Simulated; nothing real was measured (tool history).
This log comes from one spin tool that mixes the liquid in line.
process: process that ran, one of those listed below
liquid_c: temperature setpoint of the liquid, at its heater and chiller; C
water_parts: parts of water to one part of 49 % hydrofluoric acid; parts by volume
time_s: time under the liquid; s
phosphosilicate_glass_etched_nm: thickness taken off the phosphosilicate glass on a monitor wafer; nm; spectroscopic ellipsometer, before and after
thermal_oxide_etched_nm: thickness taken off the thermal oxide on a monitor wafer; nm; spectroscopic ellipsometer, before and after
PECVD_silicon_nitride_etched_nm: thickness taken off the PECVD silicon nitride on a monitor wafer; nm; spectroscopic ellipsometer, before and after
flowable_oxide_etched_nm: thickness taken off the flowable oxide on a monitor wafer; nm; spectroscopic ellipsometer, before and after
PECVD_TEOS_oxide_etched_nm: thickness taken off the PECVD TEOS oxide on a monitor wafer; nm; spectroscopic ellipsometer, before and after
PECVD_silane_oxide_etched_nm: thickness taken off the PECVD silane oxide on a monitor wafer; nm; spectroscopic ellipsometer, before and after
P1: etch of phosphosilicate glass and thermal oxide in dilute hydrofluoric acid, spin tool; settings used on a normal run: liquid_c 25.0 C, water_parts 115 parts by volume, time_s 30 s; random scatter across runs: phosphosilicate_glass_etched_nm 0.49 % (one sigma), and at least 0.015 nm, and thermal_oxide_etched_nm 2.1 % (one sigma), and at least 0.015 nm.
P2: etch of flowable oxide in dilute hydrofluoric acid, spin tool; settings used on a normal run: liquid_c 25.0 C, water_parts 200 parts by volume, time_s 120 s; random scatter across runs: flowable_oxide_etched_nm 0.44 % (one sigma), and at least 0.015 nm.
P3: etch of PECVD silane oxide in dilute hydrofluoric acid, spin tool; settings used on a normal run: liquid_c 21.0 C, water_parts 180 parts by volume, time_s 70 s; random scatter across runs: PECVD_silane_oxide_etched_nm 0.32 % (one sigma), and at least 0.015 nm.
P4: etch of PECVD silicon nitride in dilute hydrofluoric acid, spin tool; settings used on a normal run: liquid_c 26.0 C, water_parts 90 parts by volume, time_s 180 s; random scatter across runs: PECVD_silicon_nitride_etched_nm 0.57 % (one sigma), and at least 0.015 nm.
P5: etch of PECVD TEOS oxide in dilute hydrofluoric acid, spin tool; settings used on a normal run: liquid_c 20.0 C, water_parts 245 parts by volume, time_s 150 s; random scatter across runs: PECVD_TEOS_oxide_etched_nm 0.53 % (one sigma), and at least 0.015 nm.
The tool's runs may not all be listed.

run   hour  process  liquid_c  water_parts  time_s  hours since the thermometer was replaced  hours since the hydrofluoric acid flow meter was replaced  phosphosilicate_glass_etched_nm  thermal_oxide_etched_nm  PECVD_silicon_nitride_etched_nm  flowable_oxide_etched_nm  PECVD_TEOS_oxide_etched_nm  PECVD_silane_oxide_etched_nm
  1    5.3       P1      25.0          115      30                                     330.2                                                      435.0                           53.953                  1.13690
  2    9.3       P4      26.0           90      60                                     334.2                                                      439.0                                                                                     3.6068
  3   13.6       P1      25.0          115      30                                     338.5                                                      443.3                           54.369                  1.22740
  4   17.3       P1      25.0          180      15                                     342.2                                                      447.0                           16.140                  0.34000
  5   21.2       P1      25.0          165      30                                     346.1                                                      450.9                           35.416                  0.77065
  6   26.0       P2      19.5          200     120                                     350.9                                                      455.7                                                                                                              21.0110
  7   28.8       P1      28.5          115      15                                     353.7                                                      458.5                           30.823                  0.68182
  8   33.9       P1      25.0          115      30                                     358.8                                                      463.6                           54.205                  1.16440
  9   37.4       P4      26.0          165     180                                     362.3                                                      467.1                                                                                     5.9032
 10   41.8       P5      20.0          245     150                                     366.7                                                      471.5                                                                                                                                           4.4580
 11   47.2       P2      25.0          200      15                                     372.1                                                      476.9                                                                                                               3.2227
 12   52.9       P1      31.5          115      30                                     377.8                                                      482.6                           69.143                  1.47540
 13   55.6       P5      20.0          245      75                                     380.5                                                      485.3                                                                                                                                           2.2397
 14   61.6       P2      25.0          200     120                                     386.5                                                      491.3                                                                                                              25.8650
 15   65.1       P3      21.0          310      70                                     390.0                                                      494.8                                                                                                                                                                         4.7461
 16   68.7       P1      25.0          115      65                                     393.6                                                      498.4                          118.020                  2.54840
 17   72.4       P3      17.0          180      70                                     397.3                                                      502.1                                                                                                                                                                         7.9323
 18   75.7       P3      21.0          180      70                                     400.6                                                      505.4                                                                                                                                                                         9.2225
 19   80.4       P1      19.0          115      30                                     405.3                                                      510.1                           42.516                  0.93630
 20   83.7       P5      20.0          445     150                                     408.6                                                      513.4                                                                                                                                           2.0603
 21   88.3       P1      25.0          115      30                                     413.2                                                      518.0                           53.702                  1.12120
 22   94.4       P4      26.0           90     180                                     419.3                                                      524.1                                                                                    10.8260
 23   98.7       P1      25.0          115      15                                     423.6                                                      528.4                           27.054                  0.57038
 24  104.1       P1      25.0           45      30                                     429.0                                                      533.8                          151.610                  3.28820
 25  109.7       P4      33.0           90     180                                     434.6                                                      539.4                                                                                    16.8230
 26  114.5       P3      21.0          180      70                                     439.4                                                      544.2                                                                                                                                                                         9.2191
 27  120.1       P4      26.0           90     180                                     445.0                                                      549.8                                                                                    10.8530
 28  123.6       P3      21.0          180      35                                     448.5                                                      553.3                                                                                                                                                                         4.6115
 29  128.8       P1      25.0          115      30                                     453.7                                                      558.5                           53.951                  1.12920
 30  133.1       P2      25.0          200     120                                     458.0                                                      562.8                                                                                                              25.8880
 31  135.9       P1      25.0          115      30                                     460.8                                                      565.6                           54.121                  1.16050
 32  142.0       P5      17.0          245     150                                     466.9                                                      571.7                                                                                                                                           3.9389
 33  146.1       P2      25.0          120     120                                     471.0                                                      575.8                                                                                                              46.9800
 34  152.1       P1      25.0          115      30                                     477.0                                                      581.8                           54.065                  1.19880
 35  157.6       P1      25.0          115      30                                     482.5                                                      587.3                           55.778                  1.20970
 36  162.2       P1      25.0          115      30                                     487.1                                                      591.9                           58.019                  1.33910
 37  168.0       P1      25.0          115      30                                     492.9                                                      597.7                           58.544                  1.27720
 38  173.4       P1      25.0          115      30                                     498.3                                                      603.1                           58.462                  1.27730
 39  178.0       P1      25.0          115      30                                     502.9                                                      607.7                           59.159                  1.34770
 40  183.8       P1      25.0          115      30                                     508.7                                                      613.5                           59.014                  1.26470
 41  187.3       P1      25.0          115      30                                     512.2                                                      617.0                           59.678                  1.28770
 42  190.9       P1      25.0          115      30                                     515.8                                                      620.6                           59.334                  1.33360

What P1 gives has crept off from where it sat before. The 2 causes that follow fit the log equally well, each at the size noted:
A: hydrofluoric acid flow above the setpoint (%) = 8.52
B: liquid hotter than its thermometer reads (K) = 2.43
The gradual shift began around hour 152.1.

Of the 4 check runs listed below, each run on one wafer and each result written as a question mark, which would let you distinguish the listed causes because they would give clearly different results?
check 1  194.5       P4      32.0          140     180                                                                                                                                                                                               ?
check 2  194.5       P5      17.0          365     150                                                                                                                                                                                                                                                     ?
check 3  194.5       P3      17.0          250      70                                                                                                                                                                                                                                                                                   ?
check 4  194.5       P2      20.0          130     120                                                                                                                                                                                                                         ?

Predicted outcomes, by check and by cause:
  check                           result     if A     if B
check 1  PECVD_silicon_nitride_etched_nm  10.9970  11.6990
check 2       PECVD_TEOS_oxide_etched_nm   2.6780   2.6329
check 3     PECVD_silane_oxide_etched_nm   5.8967   5.8617
check 4         flowable_oxide_etched_nm  38.7510  38.9060
Smallest distance between any two causes, each pair judged by its most separating result, in per cent: check 1 6.19 %; check 2 1.7 %; check 3 0.6 %; check 4 0.4 %
The causes can be told apart only by check 1. The other checks would give nearly the same results under each of them.

After running check 1, the following was obtained: PECVD_silicon_nitride_etched_nm 11.7870 nm. Which cause does this point to?

The cause is B: liquid hotter than its thermometer reads (K).

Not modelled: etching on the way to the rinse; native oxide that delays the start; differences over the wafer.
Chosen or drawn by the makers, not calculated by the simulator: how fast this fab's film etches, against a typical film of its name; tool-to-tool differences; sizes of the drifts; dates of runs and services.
